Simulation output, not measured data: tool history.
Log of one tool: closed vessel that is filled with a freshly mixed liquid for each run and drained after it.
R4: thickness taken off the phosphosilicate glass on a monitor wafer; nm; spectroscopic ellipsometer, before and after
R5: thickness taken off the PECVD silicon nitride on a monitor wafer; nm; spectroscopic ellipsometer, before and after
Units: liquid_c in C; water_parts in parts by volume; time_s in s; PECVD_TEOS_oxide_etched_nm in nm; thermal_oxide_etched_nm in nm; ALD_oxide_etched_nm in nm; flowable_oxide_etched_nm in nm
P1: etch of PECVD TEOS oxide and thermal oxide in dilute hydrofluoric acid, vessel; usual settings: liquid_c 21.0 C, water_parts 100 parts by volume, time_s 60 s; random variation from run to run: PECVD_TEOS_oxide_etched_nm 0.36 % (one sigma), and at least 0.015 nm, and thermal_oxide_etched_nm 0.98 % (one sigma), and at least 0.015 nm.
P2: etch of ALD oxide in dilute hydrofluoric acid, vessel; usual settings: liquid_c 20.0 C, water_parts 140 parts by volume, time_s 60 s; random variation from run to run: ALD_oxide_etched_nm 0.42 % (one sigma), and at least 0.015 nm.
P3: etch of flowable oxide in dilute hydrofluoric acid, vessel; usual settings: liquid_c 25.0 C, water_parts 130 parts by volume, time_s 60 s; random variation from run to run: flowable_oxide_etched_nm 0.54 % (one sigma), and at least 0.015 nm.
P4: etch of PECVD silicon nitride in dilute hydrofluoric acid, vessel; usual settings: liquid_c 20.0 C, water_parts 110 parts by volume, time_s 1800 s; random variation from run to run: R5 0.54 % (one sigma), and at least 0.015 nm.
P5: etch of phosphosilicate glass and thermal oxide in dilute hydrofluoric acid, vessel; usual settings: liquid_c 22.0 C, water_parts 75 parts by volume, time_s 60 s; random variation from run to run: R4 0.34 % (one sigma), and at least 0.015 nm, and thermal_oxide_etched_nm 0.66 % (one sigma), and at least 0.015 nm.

Run 1, hour 11.0: process P1, liquid_c 21.0 C, water_parts 100 parts by volume, time_s 60 s. Result: PECVD_TEOS_oxide_etched_nm 11.3480 nm, thermal_oxide_etched_nm 2.57940 nm.
Run 2, hour 25.2: process P1, liquid_c 21.0 C, water_parts 100 parts by volume, time_s 60 s. Result: PECVD_TEOS_oxide_etched_nm 11.2200 nm, thermal_oxide_etched_nm 2.60800 nm.
Run 3, hour 38.7: process P2, liquid_c 20.0 C, water_parts 90 parts by volume, time_s 60 s. Result: ALD_oxide_etched_nm 14.8930 nm.
Run 4, hour 50.1: process P5, liquid_c 17.5 C, water_parts 75 parts by volume, time_s 60 s. Result: thermal_oxide_etched_nm 3.09160 nm, R4 54.928 nm.
Run 5, hour 64.5: process P5, liquid_c 22.0 C, water_parts 75 parts by volume, time_s 60 s. Result: thermal_oxide_etched_nm 3.79130 nm, R4 66.035 nm.
Run 6, hour 74.1: process P1, liquid_c 21.0 C, water_parts 60 parts by volume, time_s 60 s. Result: PECVD_TEOS_oxide_etched_nm 19.7290 nm, thermal_oxide_etched_nm 4.43470 nm.
Run 7, hour 81.7: process P4, liquid_c 20.0 C, water_parts 110 parts by volume, time_s 3395 s. Result: R5 59.910 nm.
Run 8, hour 92.6: process P1, liquid_c 25.0 C, water_parts 100 parts by volume, time_s 60 s. Result: PECVD_TEOS_oxide_etched_nm 13.1820 nm, thermal_oxide_etched_nm 3.04180 nm.
Run 9, hour 106.6: process P4, liquid_c 20.0 C, water_parts 30 parts by volume, time_s 1800 s. Result: R5 111.850 nm.
Run 10, hour 115.2: process P2, liquid_c 20.0 C, water_parts 140 parts by volume, time_s 60 s. Result: ALD_oxide_etched_nm 9.1625 nm.
Run 11, hour 127.4: process P3, liquid_c 25.0 C, water_parts 130 parts by volume, time_s 95 s. Result: flowable_oxide_etched_nm 35.395 nm.
Run 12, hour 136.4: process P3, liquid_c 25.0 C, water_parts 130 parts by volume, time_s 60 s. Result: flowable_oxide_etched_nm 22.007 nm.
Run 13, hour 147.2: process P3, liquid_c 25.0 C, water_parts 25 parts by volume, time_s 60 s. Result: flowable_oxide_etched_nm 133.870 nm.
Run 14, hour 155.3: process P5, liquid_c 22.0 C, water_parts 75 parts by volume, time_s 30 s. Result: thermal_oxide_etched_nm 1.86150 nm, R4 33.172 nm.
Run 15, hour 165.1: process P5, liquid_c 22.0 C, water_parts 25 parts by volume, time_s 60 s. Result: thermal_oxide_etched_nm 11.89200 nm, R4 210.030 nm.
Run 16, hour 172.8: process P1, liquid_c 21.0 C, water_parts 100 parts by volume, time_s 60 s. Result: PECVD_TEOS_oxide_etched_nm 11.3090 nm, thermal_oxide_etched_nm 2.59700 nm.
Run 17, hour 185.8: process P3, liquid_c 30.0 C, water_parts 130 parts by volume, time_s 60 s. Result: flowable_oxide_etched_nm 27.277 nm.
Run 18, hour 200.1: process P1, liquid_c 17.0 C, water_parts 100 parts by volume, time_s 30 s. Result: PECVD_TEOS_oxide_etched_nm 4.7648 nm, thermal_oxide_etched_nm 1.11420 nm.
Run 19, hour 206.9: process P1, liquid_c 21.0 C, water_parts 100 parts by volume, time_s 95 s. Result: PECVD_TEOS_oxide_etched_nm 17.9030 nm, thermal_oxide_etched_nm 4.13760 nm.
Run 20, hour 222.0: process P1, liquid_c 21.0 C, water_parts 150 parts by volume, time_s 60 s. Result: PECVD_TEOS_oxide_etched_nm 7.0948 nm, thermal_oxide_etched_nm 1.58760 nm.
Run 21, hour 234.9: process P1, liquid_c 21.0 C, water_parts 165 parts by volume, time_s 30 s. Result: PECVD_TEOS_oxide_etched_nm 3.2003 nm, thermal_oxide_etched_nm 0.72268 nm.
Run 22, hour 249.0: process P1, liquid_c 17.0 C, water_parts 100 parts by volume, time_s 60 s. Result: PECVD_TEOS_oxide_etched_nm 9.5349 nm, thermal_oxide_etched_nm 2.20200 nm.
Run 23, hour 264.5: process P2, liquid_c 28.0 C, water_parts 140 parts by volume, time_s 60 s. Result: ALD_oxide_etched_nm 12.3120 nm.
Run 24, hour 275.1: process P2, liquid_c 20.0 C, water_parts 140 parts by volume, time_s 60 s. Result: ALD_oxide_etched_nm 9.1020 nm.
Run 25, hour 286.0: process P1, liquid_c 17.5 C, water_parts 55 parts by volume, time_s 60 s. Result: PECVD_TEOS_oxide_etched_nm 18.4810 nm, thermal_oxide_etched_nm 4.21820 nm.
Run 26, hour 294.8: process P1, liquid_c 21.0 C, water_parts 100 parts by volume, time_s 60 s. Result: PECVD_TEOS_oxide_etched_nm 11.2920 nm, thermal_oxide_etched_nm 2.51220 nm.
Run 27, hour 309.4: process P1, liquid_c 21.0 C, water_parts 100 parts by volume, time_s 60 s. Result: PECVD_TEOS_oxide_etched_nm 11.1960 nm, thermal_oxide_etched_nm 2.61430 nm.
Run 28, hour 324.0: process P4, liquid_c 20.0 C, water_parts 110 parts by volume, time_s 1800 s. Result: R5 31.878 nm.
Run 29, hour 337.1: process P4, liquid_c 24.5 C, water_parts 110 parts by volume, time_s 1800 s. Result: R5 42.702 nm.
Run 30, hour 347.3: process P3, liquid_c 25.0 C, water_parts 130 parts by volume, time_s 60 s. Result: flowable_oxide_etched_nm 22.449 nm.
Run 31, hour 356.4: process P1, liquid_c 21.0 C, water_parts 100 parts by volume, time_s 30 s. Result: PECVD_TEOS_oxide_etched_nm 5.6370 nm, thermal_oxide_etched_nm 1.33630 nm.
Run 32, hour 365.3: process P2, liquid_c 20.0 C, water_parts 140 parts by volume, time_s 30 s. Result: ALD_oxide_etched_nm 4.5232 nm.
Run 33, hour 379.4: process P4, liquid_c 20.0 C, water_parts 110 parts by volume, time_s 1800 s. Result: R5 31.513 nm.
Run 34, hour 389.7: process P1, liquid_c 21.0 C, water_parts 100 parts by volume, time_s 60 s. Result: PECVD_TEOS_oxide_etched_nm 11.2660 nm, thermal_oxide_etched_nm 2.59430 nm.
Run 35, hour 403.0: process P1, liquid_c 21.0 C, water_parts 100 parts by volume, time_s 60 s. Result: PECVD_TEOS_oxide_etched_nm 10.8990 nm, thermal_oxide_etched_nm 2.46330 nm.
Run 36, hour 414.3: process P1, liquid_c 21.0 C, water_parts 100 parts by volume, time_s 60 s. Result: PECVD_TEOS_oxide_etched_nm 10.7430 nm, thermal_oxide_etched_nm 2.47550 nm.
Run 37, hour 427.4: process P1, liquid_c 21.0 C, water_parts 100 parts by volume, time_s 60 s. Result: PECVD_TEOS_oxide_etched_nm 10.6870 nm, thermal_oxide_etched_nm 2.39530 nm.
Run 38, hour 438.2: process P1, liquid_c 21.0 C, water_parts 100 parts by volume, time_s 60 s. Result: PECVD_TEOS_oxide_etched_nm 10.5460 nm, thermal_oxide_etched_nm 2.44570 nm.
Run 39, hour 451.2: process P1, liquid_c 21.0 C, water_parts 100 parts by volume, time_s 60 s. Result: PECVD_TEOS_oxide_etched_nm 10.5220 nm, thermal_oxide_etched_nm 2.42020 nm.
Run 40, hour 463.0: process P1, liquid_c 21.0 C, water_parts 100 parts by volume, time_s 60 s. Result: PECVD_TEOS_oxide_etched_nm 10.4380 nm, thermal_oxide_etched_nm 2.45510 nm.
Run 41, hour 470.0: process P1, liquid_c 21.0 C, water_parts 100 parts by volume, time_s 60 s. Result: PECVD_TEOS_oxide_etched_nm 10.4700 nm, thermal_oxide_etched_nm 2.35290 nm.
Run 42, hour 481.2: process P1, liquid_c 21.0 C, water_parts 100 parts by volume, time_s 60 s. Result: PECVD_TEOS_oxide_etched_nm 10.5070 nm, thermal_oxide_etched_nm 2.36310 nm.
Run 43, hour 489.0: process P1, liquid_c 21.0 C, water_parts 100 parts by volume, time_s 60 s. Result: PECVD_TEOS_oxide_etched_nm 10.4080 nm, thermal_oxide_etched_nm 2.38240 nm.
Run 44, hour 503.0: process P1, liquid_c 21.0 C, water_parts 100 parts by volume, time_s 60 s. Result: PECVD_TEOS_oxide_etched_nm 10.4620 nm, thermal_oxide_etched_nm 2.33400 nm.

What P1 gives has crept away from where it was. These 2 causes fit the log equally well, each at the size given:
A: hydrofluoric acid flow below the setpoint (%) = 6.73
B: liquid colder than its thermometer reads (K) = 1.9
The creep began at about hour 389.7.

4 check runs are offered, one wafer each, their results left as question marks. Which one tells the causes apart?
Run check 1, hour 517.0: process P3, liquid_c 25.0 C, water_parts 130 parts by volume, time_s 60 s. Result: flowable_oxide_etched_nm ?.
Run check 2, hour 517.0: process P5, liquid_c 22.0 C, water_parts 75 parts by volume, time_s 60 s. Result: thermal_oxide_etched_nm ?, R4 ?.
Run check 3, hour 517.0: process P4, liquid_c 20.0 C, water_parts 110 parts by volume, time_s 1800 s. Result: R5 ?.
Run check 4, hour 517.0: process P2, liquid_c 20.0 C, water_parts 140 parts by volume, time_s 60 s. Result: ALD_oxide_etched_nm ?.

What each check would give under each cause:
  check                    result     if A     if B
check 1  flowable_oxide_etched_nm   20.533   20.682
check 2   thermal_oxide_etched_nm  3.47080  3.46240
check 2                        R4   61.352   61.203
check 3                        R5   29.526   27.755
check 4       ALD_oxide_etched_nm   8.3645   8.3934
How far apart the two closest causes lie, in the result that separates them most: check 1 0.72 %; check 2 0.24 %; check 3 6.19 %; check 4 0.35 %
Check 3 tells the causes apart: in the others they would give nearly the same result.

Check 3 was then run and gave: R5 29.636 nm. Which cause is it?

It is A: hydrofluoric acid flow below the setpoint (%).

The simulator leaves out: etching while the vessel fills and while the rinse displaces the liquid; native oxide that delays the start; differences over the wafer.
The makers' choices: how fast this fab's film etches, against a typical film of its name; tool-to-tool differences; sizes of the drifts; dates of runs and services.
